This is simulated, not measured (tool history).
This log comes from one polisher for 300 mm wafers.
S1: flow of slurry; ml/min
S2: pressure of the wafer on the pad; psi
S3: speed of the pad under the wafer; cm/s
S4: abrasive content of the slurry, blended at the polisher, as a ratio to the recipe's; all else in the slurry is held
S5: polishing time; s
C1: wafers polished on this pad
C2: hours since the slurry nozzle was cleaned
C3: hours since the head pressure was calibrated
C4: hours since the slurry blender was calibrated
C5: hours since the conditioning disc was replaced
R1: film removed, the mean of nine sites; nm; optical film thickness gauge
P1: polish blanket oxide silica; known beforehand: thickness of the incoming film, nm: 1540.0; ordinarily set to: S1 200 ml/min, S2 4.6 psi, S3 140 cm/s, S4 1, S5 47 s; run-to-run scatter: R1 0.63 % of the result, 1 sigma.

run 1 hour=3.3 | S1=200 S2=4.6 S3=140 S4=1 S5=47 | C1=586 C2=141 C3=461.1 C4=26.3 C5=167.4 | R1=202.3
run 2 hour=7.7 | S1=200 S2=4.6 S3=140 S4=1 S5=47 | C1=613 C2=145.4 C3=465.5 C4=30.7 C5=171.8 | R1=200.6
run 3 hour=10.2 | S1=200 S2=6.9 S3=140 S4=1 S5=47 | C1=629 C2=147.9 C3=468 C4=33.2 C5=174.3 | R1=304.06
run 4 hour=14.4 | S1=200 S2=4.6 S3=82 S4=1 S5=66 | C1=656 C2=152.1 C3=472.2 C4=37.4 C5=178.5 | R1=184.55
-- hour=16.6 slurry nozzle cleaned
run 5 hour=19.7 | S1=200 S2=4.6 S3=198 S4=1 S5=47 | C1=689 C2=3.2 C3=477.5 C4=42.7 C5=183.8 | R1=266.5
run 6 hour=23.6 | S1=200 S2=4.6 S3=140 S4=0.55 S5=47 | C1=714 C2=7.1 C3=481.4 C4=46.6 C5=187.7 | R1=146.83
run 7 hour=27.3 | S1=120 S2=4.6 S3=140 S4=1 S5=47 | C1=737 C2=10.8 C3=485.1 C4=50.3 C5=191.4 | R1=185.18
run 8 hour=29.7 | S1=200 S2=4.6 S3=140 S4=1 S5=47 | C1=752 C2=13.2 C3=487.5 C4=52.7 C5=193.8 | R1=200.18
run 9 hour=34.3 | S1=200 S2=4.6 S3=82 S4=1 S5=47 | C1=781 C2=17.8 C3=492.1 C4=57.3 C5=198.4 | R1=130.86
run 10 hour=38.5 | S1=200 S2=2.4 S3=140 S4=1 S5=47 | C1=808 C2=22 C3=496.3 C4=61.5 C5=202.6 | R1=104.11
run 11 hour=41.6 | S1=200 S2=4.6 S3=140 S4=1 S5=47 | C1=827 C2=25.1 C3=499.4 C4=64.6 C5=205.7 | R1=201.59
run 12 hour=45.8 | S1=200 S2=4.6 S3=76 S4=1 S5=23 | C1=854 C2=29.3 C3=503.6 C4=68.8 C5=209.9 | R1=61.153
run 13 hour=48.7 | S1=200 S2=4.6 S3=140 S4=1.35 S5=47 | C1=872 C2=32.2 C3=506.5 C4=71.7 C5=212.8 | R1=229.82
run 14 hour=51.4 | S1=200 S2=4.6 S3=140 S4=1 S5=27 | C1=889 C2=34.9 C3=509.2 C4=74.4 C5=215.5 | R1=116.04
-- hour=52.8 slurry blender recalibrated
run 15 hour=55.8 | S1=310 S2=4.6 S3=140 S4=1 S5=47 | C1=917 C2=39.3 C3=513.6 C4=3 C5=219.9 | R1=210.13
run 16 hour=61.3 | S1=200 S2=4.6 S3=140 S4=1 S5=67 | C1=952 C2=44.8 C3=519.1 C4=8.5 C5=225.4 | R1=286.13
run 17 hour=65.4 | S1=200 S2=4.6 S3=140 S4=1 S5=47 | C1=977 C2=48.9 C3=523.2 C4=12.6 C5=229.5 | R1=200.35
run 18 hour=68.1 | S1=200 S2=4.6 S3=140 S4=1 S5=47 | C1=994 C2=51.6 C3=525.9 C4=15.3 C5=232.2 | R1=194.91
run 19 hour=71.4 | S1=200 S2=4.6 S3=140 S4=1 S5=47 | C1=1015 C2=54.9 C3=529.2 C4=18.6 C5=235.5 | R1=189.48
run 20 hour=76.5 | S1=200 S2=4.6 S3=140 S4=1 S5=47 | C1=1047 C2=60 C3=534.3 C4=23.7 C5=240.6 | R1=183.5
run 21 hour=81.5 | S1=200 S2=4.6 S3=140 S4=1 S5=47 | C1=1079 C2=65 C3=539.3 C4=28.7 C5=245.6 | R1=178.62
run 22 hour=85.2 | S1=200 S2=4.6 S3=140 S4=1 S5=47 | C1=1102 C2=68.7 C3=543 C4=32.4 C5=249.3 | R1=179.1
run 23 hour=87.7 | S1=200 S2=4.6 S3=140 S4=1 S5=47 | C1=1118 C2=71.2 C3=545.5 C4=34.9 C5=251.8 | R1=177.82
run 24 hour=90.9 | S1=200 S2=4.6 S3=140 S4=1 S5=47 | C1=1138 C2=74.4 C3=548.7 C4=38.1 C5=255 | R1=177.14
-- hour=92 conditioning disc replaced and pad reconditioned
run 25 hour=94.9 | S1=200 S2=4.6 S3=140 S4=1 S5=47 | C1=1163 C2=78.4 C3=552.7 C4=42.1 C5=3 | R1=175.03
-- hour=95.6 head pressure recalibrated
-- hour=96.8 slurry nozzle cleaned
run 26 hour=100.5 | S1=200 S2=4.6 S3=140 S4=1 S5=47 | C1=1199 C2=3.8 C3=4.9 C4=47.7 C5=8.6 | R1=176.07
run 27 hour=105.5 | S1=200 S2=4.6 S3=140 S4=1 S5=47 | C1=1230 C2=8.8 C3=9.9 C4=52.7 C5=13.6 | R1=175.23
run 28 hour=109.4 | S1=200 S2=4.6 S3=140 S4=1 S5=47 | C1=1255 C2=12.7 C3=13.8 C4=56.6 C5=17.5 | R1=176.4

What P1 gives has crept away from where it was. These 2 causes fit the log equally well, each at the size given:
A: removal rate lost through wear of the pad, % = 13.7
B: abrasive missing from the slurry, % = 25.9
The creep began at about hour 65.4.
Why every other cause is out:
slurry flow missing at the pad, %: serviced at hour 96.8, after the drift had started, without restoring the earlier output
head's pressure below its setpoint, %: serviced at hour 95.6, after the drift had started, without restoring the earlier output
time polished since the conditioner stopped cutting, s: serviced at hour 92, after the drift had started, without restoring the earlier output

Consider the 4 check runs below, whose results appear as question marks and each of which averages 3 wafers. Which one distinguishes the causes, in that each cause would give it a clearly different result?
run check 1 hour=113.3 | S1=260 S2=4.6 S3=182 S4=1 S5=47 | R1=?
run check 2 hour=113.3 | S1=120 S2=4.6 S3=140 S4=0.7 S5=47 | R1=?
run check 3 hour=113.3 | S1=200 S2=6.1 S3=186 S4=1 S5=47 | R1=?
run check 4 hour=113.3 | S1=200 S2=6.9 S3=104 S4=1 S5=47 | R1=?

What each check would give under each cause:
check=check_1 result=R1 if_A=220.84 if_B=220.81
check=check_2 result=R1 if_A=133.32 if_B=129.82
check=check_3 result=R1 if_A=289 if_B=288.97
check=check_4 result=R1 if_A=205.32 if_B=205.3
How far apart the two closest causes lie, in the result that separates them most: check 1 0.01 %; check 2 2.66 %; check 3 0.01 %; check 4 0.01 %
Only check 2 tells the causes apart: in the others they would give nearly the same result.

The results of check 2 are: R1 133.6 nm. Based on these, which of the listed causes is it?

A is the cause: removal rate lost through wear of the pad, %.

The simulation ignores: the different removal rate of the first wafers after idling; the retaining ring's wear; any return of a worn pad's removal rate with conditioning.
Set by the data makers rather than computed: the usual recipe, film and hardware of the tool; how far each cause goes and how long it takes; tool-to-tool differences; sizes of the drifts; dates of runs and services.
